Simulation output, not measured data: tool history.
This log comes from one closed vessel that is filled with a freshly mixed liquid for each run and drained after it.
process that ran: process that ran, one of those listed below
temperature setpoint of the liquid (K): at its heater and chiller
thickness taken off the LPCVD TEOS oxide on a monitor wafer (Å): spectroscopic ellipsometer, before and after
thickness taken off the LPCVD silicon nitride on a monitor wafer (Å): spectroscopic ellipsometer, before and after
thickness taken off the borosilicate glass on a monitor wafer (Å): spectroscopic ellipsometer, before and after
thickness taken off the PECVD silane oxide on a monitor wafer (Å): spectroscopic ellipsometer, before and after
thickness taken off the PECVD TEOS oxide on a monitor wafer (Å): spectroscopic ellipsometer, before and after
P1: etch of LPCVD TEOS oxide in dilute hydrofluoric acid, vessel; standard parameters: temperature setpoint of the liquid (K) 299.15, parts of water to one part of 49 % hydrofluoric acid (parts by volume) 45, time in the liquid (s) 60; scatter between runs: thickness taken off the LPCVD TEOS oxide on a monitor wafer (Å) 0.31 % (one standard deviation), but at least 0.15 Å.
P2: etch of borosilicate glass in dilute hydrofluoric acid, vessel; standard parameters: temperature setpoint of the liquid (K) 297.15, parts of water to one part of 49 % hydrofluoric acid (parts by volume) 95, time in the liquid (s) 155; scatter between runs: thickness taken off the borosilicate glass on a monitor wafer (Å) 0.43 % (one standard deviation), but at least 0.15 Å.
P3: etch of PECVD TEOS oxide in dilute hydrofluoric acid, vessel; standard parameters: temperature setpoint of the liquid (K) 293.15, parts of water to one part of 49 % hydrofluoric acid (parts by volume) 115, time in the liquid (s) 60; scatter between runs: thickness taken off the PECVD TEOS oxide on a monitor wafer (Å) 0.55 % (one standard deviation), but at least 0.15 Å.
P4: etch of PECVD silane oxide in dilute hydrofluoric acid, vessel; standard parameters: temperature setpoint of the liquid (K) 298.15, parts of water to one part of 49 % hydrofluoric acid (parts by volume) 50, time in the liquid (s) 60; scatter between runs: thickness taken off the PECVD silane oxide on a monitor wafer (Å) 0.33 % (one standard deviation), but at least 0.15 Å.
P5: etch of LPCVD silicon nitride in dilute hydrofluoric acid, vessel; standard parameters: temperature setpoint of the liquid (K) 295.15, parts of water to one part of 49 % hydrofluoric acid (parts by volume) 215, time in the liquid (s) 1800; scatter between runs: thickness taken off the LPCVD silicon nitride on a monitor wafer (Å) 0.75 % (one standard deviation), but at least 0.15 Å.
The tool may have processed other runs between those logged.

run  hour  process that ran  temperature setpoint of the liquid (K)  parts of water to one part of 49 % hydrofluoric acid (parts by volume)  time in the liquid (s)  hours since the thermometer was replaced  hours since the hydrofluoric acid flow meter was replaced  thickness taken off the LPCVD TEOS oxide on a monitor wafer (Å)  thickness taken off the LPCVD silicon nitride on a monitor wafer (Å)  thickness taken off the borosilicate glass on a monitor wafer (Å)  thickness taken off the PECVD silane oxide on a monitor wafer (Å)  thickness taken off the PECVD TEOS oxide on a monitor wafer (Å)
  1   1.9                P1                                  299.15                                                                      45                      60                                    1570.7                                                      612.8                                                           283.25
  2   5.3                P1                                  299.15                                                                      25                      60                                    1574.1                                                      616.2                                                           522.55
  3   9.4                P1                                  299.15                                                                      45                      60                                    1578.2                                                      620.3                                                           282.05
  4  12.8                P1                                  299.15                                                                      45                      60                                    1581.6                                                      623.7                                                           282.45
  5  15.0                P1                                  299.15                                                                      45                      85                                    1583.8                                                      625.9                                                           402.36
  6  18.2                P5                                  295.15                                                                     215                    3300                                    1587.0                                                      629.1                                                                                                                                 62.843
  7  21.7                P1                                  299.15                                                                      70                      95                                    1590.5                                                      632.6                                                           277.94
  8  23.8                P1                                  291.65                                                                      45                      60                                    1592.6                                                      634.7                                                           205.87
  9  25.7                P1                                  293.65                                                                      45                     105                                    1594.5                                                      636.6                                                           394.02
 10  28.3                P1                                  299.15                                                                      45                      60                                    1597.1                                                      639.2                                                           282.21
 11  31.7                P2                                  297.15                                                                      95                      70                                    1600.5                                                      642.6                                                                                                                                                                                                    124.02
 12  34.6                P1                                  299.15                                                                      70                      60                                    1603.4                                                      645.5                                                           175.07
     35.5  -- thermometer replaced
 13  36.5                P1                                  303.65                                                                      45                      35                                       1.0                                                      647.4                                                           197.98
 14  38.6                P4                                  298.15                                                                      20                      60                                       3.1                                                      649.5                                                                                                                                                                                                                                                                      1693.40
 15  42.2                P1                                  306.65                                                                      45                      60                                       6.7                                                      653.1                                                           379.50
 16  45.6                P2                                  291.15                                                                      95                     155                                      10.1                                                      656.5                                                                                                                                                                                                    214.96
 17  48.7                P1                                  299.15                                                                      45                      60                                      13.2                                                      659.6                                                           282.83
 18  51.6                P4                                  298.15                                                                      50                      60                                      16.1                                                      662.5                                                                                                                                                                                                                                                                       649.98
 19  54.7                P2                                  297.15                                                                      55                     155                                      19.2                                                      665.6                                                                                                                                                                                                    501.12
 20  57.4                P4                                  298.15                                                                      50                      30                                      21.9                                                      668.3                                                                                                                                                                                                                                                                       324.49
 21  60.2                P5                                  295.15                                                                     215                    1800                                      24.7                                                      671.1                                                                                                                                 34.120
 22  64.5                P1                                  299.15                                                                      45                      30                                      29.0                                                      675.4                                                           141.92
 23  66.8                P3                                  298.15                                                                     115                      60                                      31.3                                                      677.7                                                                                                                                                                                                                                                                                                                                        53.562
 24  68.8                P3                                  293.15                                                                     210                      60                                      33.3                                                      679.7                                                                                                                                                                                                                                                                                                                                        21.975
 25  70.7                P3                                  293.15                                                                     115                      60                                      35.2                                                      681.6                                                                                                                                                                                                                                                                                                                                        43.916
 26  74.2                P5                                  295.15                                                                     215                    1800                                      38.7                                                      685.1                                                                                                                                 34.475
 27  78.1                P3                                  293.15                                                                     115                      30                                      42.6                                                      689.0                                                                                                                                                                                                                                                                                                                                        22.284

What will run 28 give?
 28  82.1                P5                                  295.15                                                                     315                    1800                                      46.6                                                      693.0                                                                                                                                      ?

{"run 28": {"thickness taken off the LPCVD silicon nitride on a monitor wafer (Å)": 23.884}}

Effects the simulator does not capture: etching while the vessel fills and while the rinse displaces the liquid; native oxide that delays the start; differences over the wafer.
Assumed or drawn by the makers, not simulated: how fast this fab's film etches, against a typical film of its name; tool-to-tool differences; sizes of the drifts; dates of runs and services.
